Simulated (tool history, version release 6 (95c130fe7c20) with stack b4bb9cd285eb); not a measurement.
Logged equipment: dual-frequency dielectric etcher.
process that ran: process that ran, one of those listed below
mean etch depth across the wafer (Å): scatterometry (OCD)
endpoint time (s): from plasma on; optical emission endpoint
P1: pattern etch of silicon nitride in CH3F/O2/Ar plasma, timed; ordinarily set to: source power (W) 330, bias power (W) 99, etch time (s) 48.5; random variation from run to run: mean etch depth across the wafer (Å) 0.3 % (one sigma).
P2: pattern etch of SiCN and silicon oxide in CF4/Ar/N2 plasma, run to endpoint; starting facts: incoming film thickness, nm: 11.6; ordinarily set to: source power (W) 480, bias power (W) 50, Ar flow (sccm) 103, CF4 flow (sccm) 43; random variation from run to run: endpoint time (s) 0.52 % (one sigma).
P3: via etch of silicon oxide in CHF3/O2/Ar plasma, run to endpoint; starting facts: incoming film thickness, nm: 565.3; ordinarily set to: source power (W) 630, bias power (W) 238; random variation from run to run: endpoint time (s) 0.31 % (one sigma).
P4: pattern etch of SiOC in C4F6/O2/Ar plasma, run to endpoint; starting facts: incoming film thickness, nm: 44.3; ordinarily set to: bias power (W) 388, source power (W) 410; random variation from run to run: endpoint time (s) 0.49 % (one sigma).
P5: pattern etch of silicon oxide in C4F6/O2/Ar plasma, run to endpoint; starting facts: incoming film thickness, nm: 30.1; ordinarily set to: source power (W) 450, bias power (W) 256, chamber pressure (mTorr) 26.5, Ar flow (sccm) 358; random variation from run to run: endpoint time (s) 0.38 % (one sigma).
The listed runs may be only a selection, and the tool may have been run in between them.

| run | hour | process that ran | source power (W) | bias power (W) | etch time (s) | chamber pressure (mTorr) | Ar flow (sccm) | CF4 flow (sccm) | hours since the last wet clean | hours since the last source power generator calibration | hours since the last bias power generator calibration | mean etch depth across the wafer (Å) | endpoint time (s) |
|---|---|---|---|---|---|---|---|---|---|---|---|---|---|
| 1 | 11.6 | P1 | 330 | 99 | 48.5 |  |  |  | 332.6 | 1690.3 | 2144.4 | 364.42 |  |
| 2 | 17.0 | P4 | 410 | 388 |  |  |  |  | 338.0 | 1695.7 | 2149.8 |  | 16.2590 |
| 3 | 25.3 | P5 | 630 | 256 |  | 26.5 | 358 |  | 346.3 | 1704.0 | 2158.1 |  | 7.1647 |
| 4 | 34.1 | P1 | 330 | 99 | 38.0 |  |  |  | 355.1 | 1712.8 | 2166.9 | 285.97 |  |
| 5 | 42.5 | P1 | 390 | 99 | 70.5 |  |  |  | 363.5 | 1721.2 | 2175.3 | 564.86 |  |
| 6 | 50.2 | P2 | 480 | 50 |  |  | 103 | 32 | 371.2 | 1728.9 | 2183.0 |  | 16.4140 |
| 7 | 60.1 | P3 | 630 | 238 |  |  |  |  | 381.1 | 1738.8 | 2192.9 |  | 257.2300 |
| 8 | 67.6 | P4 | 410 | 245 |  |  |  |  | 388.6 | 1746.3 | 2200.4 |  | 19.2070 |
| 9 | 73.3 | P1 | 330 | 136 | 58.0 |  |  |  | 394.3 | 1752.0 | 2206.1 | 492.90 |  |
| 10 | 84.6 | P1 | 330 | 99 | 48.5 |  |  |  | 405.6 | 1763.3 | 2217.4 | 364.39 |  |
| 11 | 93.6 | P3 | 630 | 238 |  |  |  |  | 414.6 | 1772.3 | 2226.4 |  | 254.5000 |
| 12 | 99.4 | P1 | 330 | 99 | 48.5 |  |  |  | 420.4 | 1778.1 | 2232.2 | 364.32 |  |
| 13 | 109.6 | P1 | 330 | 99 | 48.5 |  |  |  | 430.6 | 1788.3 | 2242.4 | 364.49 |  |
| 14 | 117.0 | P1 | 240 | 99 | 48.5 |  |  |  | 438.0 | 1795.7 | 2249.8 | 324.83 |  |
| 15 | 129.4 | P2 | 480 | 50 |  |  | 103 | 43 | 450.4 | 1808.1 | 2262.2 |  | 15.4420 |
| 16 | 141.5 | P1 | 330 | 99 | 48.5 |  |  |  | 462.5 | 1820.2 | 2274.3 | 363.81 |  |
| 17 | 150.8 | P5 | 450 | 256 |  | 26.5 | 358 |  | 471.8 | 1829.5 | 2283.6 |  | 8.1010 |
| 18 | 159.6 | P1 | 440 | 99 | 48.5 |  |  |  | 480.6 | 1838.3 | 2292.4 | 405.05 |  |
| 19 | 167.0 | P5 | 450 | 336 |  | 26.5 | 358 |  | 488.0 | 1845.7 | 2299.8 |  | 7.4023 |
| 20 | 177.1 | P1 | 330 | 130 | 48.5 |  |  |  | 498.1 | 1855.8 | 2309.9 | 402.44 |  |
| 21 | 187.0 | P2 | 480 | 50 |  |  | 145 | 43 | 508.0 | 1865.7 | 2319.8 |  | 16.4850 |
| 22 | 198.4 | P1 | 330 | 99 | 48.5 |  |  |  | 519.4 | 1877.1 | 2331.2 | 362.77 |  |
| 23 | 208.9 | P5 | 450 | 256 |  | 31.5 | 358 |  | 529.9 | 1887.6 | 2341.7 |  | 8.3976 |
| 24 | 220.7 | P3 | 630 | 138 |  |  |  |  | 541.7 | 1899.4 | 2353.5 |  | 307.7300 |
| 25 | 229.4 | P3 | 840 | 238 |  |  |  |  | 550.4 | 1908.1 | 2362.2 |  | 229.4400 |
| 26 | 237.0 | P4 | 410 | 388 |  |  |  |  | 558.0 | 1915.7 | 2369.8 |  | 16.4040 |

Estimate the outcome of run 27 from the log above:
| 27 | 245.5 | P2 | 480 | 38 |  |  | 103 | 43 | 566.5 | 1924.2 | 2378.3 |  | ? |

endpoint time (s): 16.8890

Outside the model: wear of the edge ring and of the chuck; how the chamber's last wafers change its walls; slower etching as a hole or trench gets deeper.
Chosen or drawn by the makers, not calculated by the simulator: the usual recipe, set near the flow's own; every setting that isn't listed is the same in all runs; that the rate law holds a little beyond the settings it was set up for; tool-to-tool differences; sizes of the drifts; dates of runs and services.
